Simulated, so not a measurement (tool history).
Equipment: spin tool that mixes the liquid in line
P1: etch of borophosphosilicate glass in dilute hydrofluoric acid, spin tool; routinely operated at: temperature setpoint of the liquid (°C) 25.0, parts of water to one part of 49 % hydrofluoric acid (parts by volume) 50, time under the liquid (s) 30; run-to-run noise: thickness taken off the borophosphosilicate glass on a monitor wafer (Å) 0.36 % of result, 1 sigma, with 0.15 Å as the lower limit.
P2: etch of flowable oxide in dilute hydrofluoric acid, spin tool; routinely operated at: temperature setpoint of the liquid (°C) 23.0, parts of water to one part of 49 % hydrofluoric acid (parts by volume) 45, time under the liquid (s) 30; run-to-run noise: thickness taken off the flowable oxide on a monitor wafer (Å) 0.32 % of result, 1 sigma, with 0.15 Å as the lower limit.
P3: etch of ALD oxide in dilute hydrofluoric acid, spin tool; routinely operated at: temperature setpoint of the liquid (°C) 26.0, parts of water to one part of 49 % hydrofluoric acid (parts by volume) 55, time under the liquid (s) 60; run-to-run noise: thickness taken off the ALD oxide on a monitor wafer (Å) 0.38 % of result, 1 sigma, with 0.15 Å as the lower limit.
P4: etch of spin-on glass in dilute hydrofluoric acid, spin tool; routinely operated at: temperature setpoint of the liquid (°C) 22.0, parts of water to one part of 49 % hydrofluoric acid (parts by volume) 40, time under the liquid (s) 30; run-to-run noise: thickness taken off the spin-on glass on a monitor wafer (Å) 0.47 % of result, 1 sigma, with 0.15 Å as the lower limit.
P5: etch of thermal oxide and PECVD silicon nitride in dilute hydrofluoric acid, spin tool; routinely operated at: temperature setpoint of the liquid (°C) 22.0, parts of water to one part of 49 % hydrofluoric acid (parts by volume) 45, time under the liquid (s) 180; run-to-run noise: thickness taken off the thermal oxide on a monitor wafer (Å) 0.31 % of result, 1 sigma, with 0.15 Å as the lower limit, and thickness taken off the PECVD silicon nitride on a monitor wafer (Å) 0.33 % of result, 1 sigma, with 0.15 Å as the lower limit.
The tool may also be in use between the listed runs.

| run | day | process that ran | temperature setpoint of the liquid (°C) | parts of water to one part of 49 % hydrofluoric acid (parts by volume) | time under the liquid (s) | thickness taken off the borophosphosilicate glass on a monitor wafer (Å) | thickness taken off the thermal oxide on a monitor wafer (Å) | thickness taken off the PECVD silicon nitride on a monitor wafer (Å) | thickness taken off the ALD oxide on a monitor wafer (Å) | thickness taken off the flowable oxide on a monitor wafer (Å) | thickness taken off the spin-on glass on a monitor wafer (Å) |
|---|---|---|---|---|---|---|---|---|---|---|---|
| 1 | 0.217 | P1 | 25.0 | 50 | 30 | 527.39 |  |  |  |  |  |
| 2 | 0.388 | P5 | 22.0 | 20 | 180 |  | 435.570 | 342.200 |  |  |  |
| 3 | 0.533 | P3 | 19.5 | 55 | 60 |  |  |  | 141.19 |  |  |
| 4 | 0.746 | P1 | 33.0 | 50 | 30 | 723.37 |  |  |  |  |  |
| 5 | 0.904 | P3 | 26.0 | 55 | 105 |  |  |  | 321.97 |  |  |
| 6 | 1.042 | P1 | 25.0 | 50 | 30 | 523.50 |  |  |  |  |  |
| 7 | 1.288 | P2 | 31.0 | 45 | 30 |  |  |  |  | 442.69 |  |
| 8 | 1.446 | P4 | 22.0 | 20 | 30 |  |  |  |  |  | 759.03 |
| 9 | 1.671 | P1 | 17.0 | 75 | 30 | 244.09 |  |  |  |  |  |
| 10 | 1.875 | P2 | 23.0 | 45 | 30 |  |  |  |  | 321.90 |  |
| 11 | 2.038 | P4 | 22.0 | 40 | 55 |  |  |  |  |  | 677.31 |
| 12 | 2.262 | P2 | 23.0 | 45 | 15 |  |  |  |  | 160.24 |  |
| 13 | 2.412 | P1 | 25.0 | 85 | 30 | 296.32 |  |  |  |  |  |
| 14 | 2.558 | P2 | 23.0 | 70 | 30 |  |  |  |  | 200.87 |  |
| 15 | 2.733 | P5 | 22.0 | 45 | 70 |  | 72.772 | 60.766 |  |  |  |
| 16 | 2.875 | P1 | 25.0 | 50 | 30 | 527.55 |  |  |  |  |  |
| 17 | 3.117 | P1 | 25.0 | 50 | 15 | 265.25 |  |  |  |  |  |
| 18 | 3.233 | P1 | 25.0 | 20 | 30 | 1372.80 |  |  |  |  |  |
| 19 | 3.408 | P1 | 21.5 | 35 | 30 | 662.79 |  |  |  |  |  |
|  | 3.592 | thermometer replaced |
| 20 | 3.600 | P5 | 28.5 | 45 | 180 |  | 244.650 | 241.560 |  |  |  |
| 21 | 3.817 | P4 | 17.0 | 40 | 30 |  |  |  |  |  | 297.79 |
| 22 | 3.971 | P4 | 22.0 | 40 | 30 |  |  |  |  |  | 369.26 |
| 23 | 4.171 | P1 | 25.0 | 50 | 30 | 527.38 |  |  |  |  |  |
| 24 | 4.358 | P1 | 25.0 | 50 | 60 | 1047.50 |  |  |  |  |  |
| 25 | 4.471 | P1 | 18.0 | 50 | 30 | 392.55 |  |  |  |  |  |
| 26 | 4.592 | P5 | 22.0 | 45 | 180 |  | 188.600 | 157.450 |  |  |  |
| 27 | 4.704 | P3 | 26.0 | 55 | 60 |  |  |  | 184.43 |  |  |
| 28 | 4.817 | P1 | 25.0 | 50 | 30 | 526.36 |  |  |  |  |  |
| 29 | 5.042 | P3 | 26.0 | 20 | 60 |  |  |  | 533.34 |  |  |
| 30 | 5.250 | P1 | 25.0 | 50 | 30 | 526.16 |  |  |  |  |  |
| 31 | 5.412 | P1 | 25.0 | 50 | 30 | 543.65 |  |  |  |  |  |
| 32 | 5.579 | P1 | 25.0 | 50 | 30 | 556.59 |  |  |  |  |  |
| 33 | 5.767 | P1 | 25.0 | 50 | 30 | 562.79 |  |  |  |  |  |
| 34 | 5.879 | P1 | 25.0 | 50 | 30 | 562.00 |  |  |  |  |  |
| 35 | 6.108 | P1 | 25.0 | 50 | 30 | 565.39 |  |  |  |  |  |
| 36 | 6.283 | P1 | 25.0 | 50 | 30 | 569.33 |  |  |  |  |  |
| 37 | 6.475 | P1 | 25.0 | 50 | 30 | 570.97 |  |  |  |  |  |

The log shows P1 creeping away from where it was. Any of the 2 causes listed here, at the size stated for it, fits the log just as well as the others:
A: hydrofluoric acid flow above the setpoint (%) = 7.33
B: liquid hotter than its thermometer reads (K) = 1.86
Creep in the process output first set in at about day 5.250.

Of the 4 check runs listed below, each run on one wafer and each result written as a question mark, which would let you distinguish the listed causes because they would give clearly different results?
| check 1 | 6.667 | P5 | 22.0 | 45 | 180 |  | ? | ? |  |  |  |
| check 2 | 6.667 | P3 | 26.0 | 55 | 60 |  |  |  | ? |  |  |
| check 3 | 6.667 | P4 | 22.0 | 40 | 30 |  |  |  |  |  | ? |
| check 4 | 6.667 | P2 | 23.0 | 45 | 30 |  |  |  |  | ? |  |

What every check run would give for each of its results, assuming each possible cause in turn:
| check | result | if A | if B |
|---|---|---|---|
| check 1 | thickness taken off the thermal oxide on a monitor wafer (Å) | 202.240 | 202.840 |
| check 1 | thickness taken off the PECVD silicon nitride on a monitor wafer (Å) | 168.310 | 178.350 |
| check 2 | thickness taken off the ALD oxide on a monitor wafer (Å) | 198.49 | 198.18 |
| check 3 | thickness taken off the spin-on glass on a monitor wafer (Å) | 397.62 | 399.06 |
| check 4 | thickness taken off the flowable oxide on a monitor wafer (Å) | 345.10 | 345.88 |
Per-check spread between the two closest causes, in the result where they differ most: check 1 5.8 %; check 2 0.16 %; check 3 0.36 %; check 4 0.22 %
Only in check 1 would the causes give clearly different results; in the remaining checks their results would be nearly the same.

Running check 1 produced the following: thickness taken off the thermal oxide on a monitor wafer (Å) 201.800; thickness taken off the PECVD silicon nitride on a monitor wafer (Å) 168.250. Which one of the listed causes fits?

A is the cause: hydrofluoric acid flow above the setpoint (%).
